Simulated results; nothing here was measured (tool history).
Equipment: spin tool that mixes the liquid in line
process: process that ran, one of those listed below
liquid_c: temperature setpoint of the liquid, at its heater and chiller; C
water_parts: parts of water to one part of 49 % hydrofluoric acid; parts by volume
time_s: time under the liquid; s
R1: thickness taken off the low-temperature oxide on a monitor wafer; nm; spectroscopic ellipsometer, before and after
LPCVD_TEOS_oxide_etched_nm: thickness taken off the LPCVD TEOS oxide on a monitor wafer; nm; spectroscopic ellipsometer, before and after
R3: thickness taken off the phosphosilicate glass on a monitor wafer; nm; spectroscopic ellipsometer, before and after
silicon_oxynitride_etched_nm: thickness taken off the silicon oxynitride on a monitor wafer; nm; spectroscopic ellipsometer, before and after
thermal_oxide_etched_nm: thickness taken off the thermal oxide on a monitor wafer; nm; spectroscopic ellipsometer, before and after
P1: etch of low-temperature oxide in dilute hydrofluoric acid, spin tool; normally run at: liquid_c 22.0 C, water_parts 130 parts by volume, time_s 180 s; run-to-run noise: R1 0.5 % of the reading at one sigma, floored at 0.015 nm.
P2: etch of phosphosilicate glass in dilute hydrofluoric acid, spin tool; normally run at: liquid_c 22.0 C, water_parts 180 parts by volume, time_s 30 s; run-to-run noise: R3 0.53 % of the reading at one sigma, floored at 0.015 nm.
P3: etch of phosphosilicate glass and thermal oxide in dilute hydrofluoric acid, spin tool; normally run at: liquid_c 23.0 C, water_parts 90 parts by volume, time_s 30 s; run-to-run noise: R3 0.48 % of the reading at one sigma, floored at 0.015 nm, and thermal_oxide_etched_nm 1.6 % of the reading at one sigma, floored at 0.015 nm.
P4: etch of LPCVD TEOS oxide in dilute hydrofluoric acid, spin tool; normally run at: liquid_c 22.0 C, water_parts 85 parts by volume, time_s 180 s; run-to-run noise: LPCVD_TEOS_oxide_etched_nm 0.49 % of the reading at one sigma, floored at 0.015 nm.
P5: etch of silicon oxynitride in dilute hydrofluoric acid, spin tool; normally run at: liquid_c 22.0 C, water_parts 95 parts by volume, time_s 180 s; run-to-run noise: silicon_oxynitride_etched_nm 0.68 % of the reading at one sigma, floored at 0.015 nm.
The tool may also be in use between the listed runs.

{"run": 1, "day": 0.392, "process": "P1", "liquid_c": 22.0, "water_parts": 130, "time_s": 180, "R1": 23.761}
{"run": 2, "day": 0.833, "process": "P4", "liquid_c": 22.0, "water_parts": 140, "time_s": 180, "LPCVD_TEOS_oxide_etched_nm": 26.024}
{"run": 3, "day": 1.279, "process": "P2", "liquid_c": 22.0, "water_parts": 180, "time_s": 30, "R3": 22.56}
{"run": 4, "day": 1.617, "process": "P5", "liquid_c": 22.0, "water_parts": 95, "time_s": 180, "silicon_oxynitride_etched_nm": 3.4656}
{"run": 5, "day": 1.829, "process": "P1", "liquid_c": 22.0, "water_parts": 185, "time_s": 105, "R1": 9.1618}
{"run": 6, "day": 2.083, "process": "P1", "liquid_c": 22.0, "water_parts": 130, "time_s": 180, "R1": 23.89}
{"run": 7, "day": 2.296, "process": "P1", "liquid_c": 17.0, "water_parts": 130, "time_s": 180, "R1": 19.498}
{"run": 8, "day": 2.6, "process": "P1", "liquid_c": 28.0, "water_parts": 130, "time_s": 180, "R1": 30.018}
{"run": 9, "day": 2.85, "process": "P1", "liquid_c": 22.0, "water_parts": 80, "time_s": 180, "R1": 41.391}
{"run": 10, "day": 3.088, "process": "P1", "liquid_c": 22.0, "water_parts": 130, "time_s": 180, "R1": 23.727}
{"run": 11, "day": 3.446, "process": "P5", "liquid_c": 17.0, "water_parts": 95, "time_s": 180, "silicon_oxynitride_etched_nm": 2.7457}
{"run": 12, "day": 3.758, "process": "P4", "liquid_c": 22.0, "water_parts": 85, "time_s": 180, "LPCVD_TEOS_oxide_etched_nm": 45.724}
{"run": 13, "day": 4.042, "process": "P4", "liquid_c": 22.0, "water_parts": 85, "time_s": 180, "LPCVD_TEOS_oxide_etched_nm": 45.163}
{"run": 14, "day": 4.454, "process": "P3", "liquid_c": 23.0, "water_parts": 140, "time_s": 30, "R3": 13.303, "thermal_oxide_etched_nm": 0.96155}
{"run": 15, "day": 4.892, "process": "P1", "liquid_c": 22.0, "water_parts": 130, "time_s": 180, "R1": 23.734}
{"run": 16, "day": 5.312, "process": "P2", "liquid_c": 22.0, "water_parts": 180, "time_s": 30, "R3": 22.717}
{"run": 17, "day": 5.758, "process": "P1", "liquid_c": 22.0, "water_parts": 130, "time_s": 45, "R1": 5.9188}
{"run": 18, "day": 6.088, "process": "P3", "liquid_c": 23.0, "water_parts": 90, "time_s": 30, "R3": 22.079, "thermal_oxide_etched_nm": 1.6384}
{"run": 19, "day": 6.392, "process": "P3", "liquid_c": 17.0, "water_parts": 90, "time_s": 30, "R3": 17.348, "thermal_oxide_etched_nm": 1.2895}
{"run": 20, "day": 6.812, "process": "P4", "liquid_c": 29.5, "water_parts": 85, "time_s": 180, "LPCVD_TEOS_oxide_etched_nm": 61.149}
{"run": 21, "day": 7.162, "process": "P5", "liquid_c": 22.0, "water_parts": 95, "time_s": 40, "silicon_oxynitride_etched_nm": 0.76049}
{"run": 22, "day": 7.538, "process": "P3", "liquid_c": 23.0, "water_parts": 90, "time_s": 55, "R3": 40.984, "thermal_oxide_etched_nm": 3.0773}
{"run": 23, "day": 7.808, "process": "P3", "liquid_c": 23.0, "water_parts": 90, "time_s": 30, "R3": 22.115, "thermal_oxide_etched_nm": 1.7261}
{"run": 24, "day": 8.246, "process": "P2", "liquid_c": 22.0, "water_parts": 285, "time_s": 30, "R3": 13.005}

Run 25 has not been measured yet. What should we expect?
{"run": 25, "day": 8.721, "process": "P5", "liquid_c": 22.0, "water_parts": 20, "time_s": 180, "silicon_oxynitride_etched_nm": "?"}

Logged for run 25: silicon_oxynitride_etched_nm 17.22200 nm.
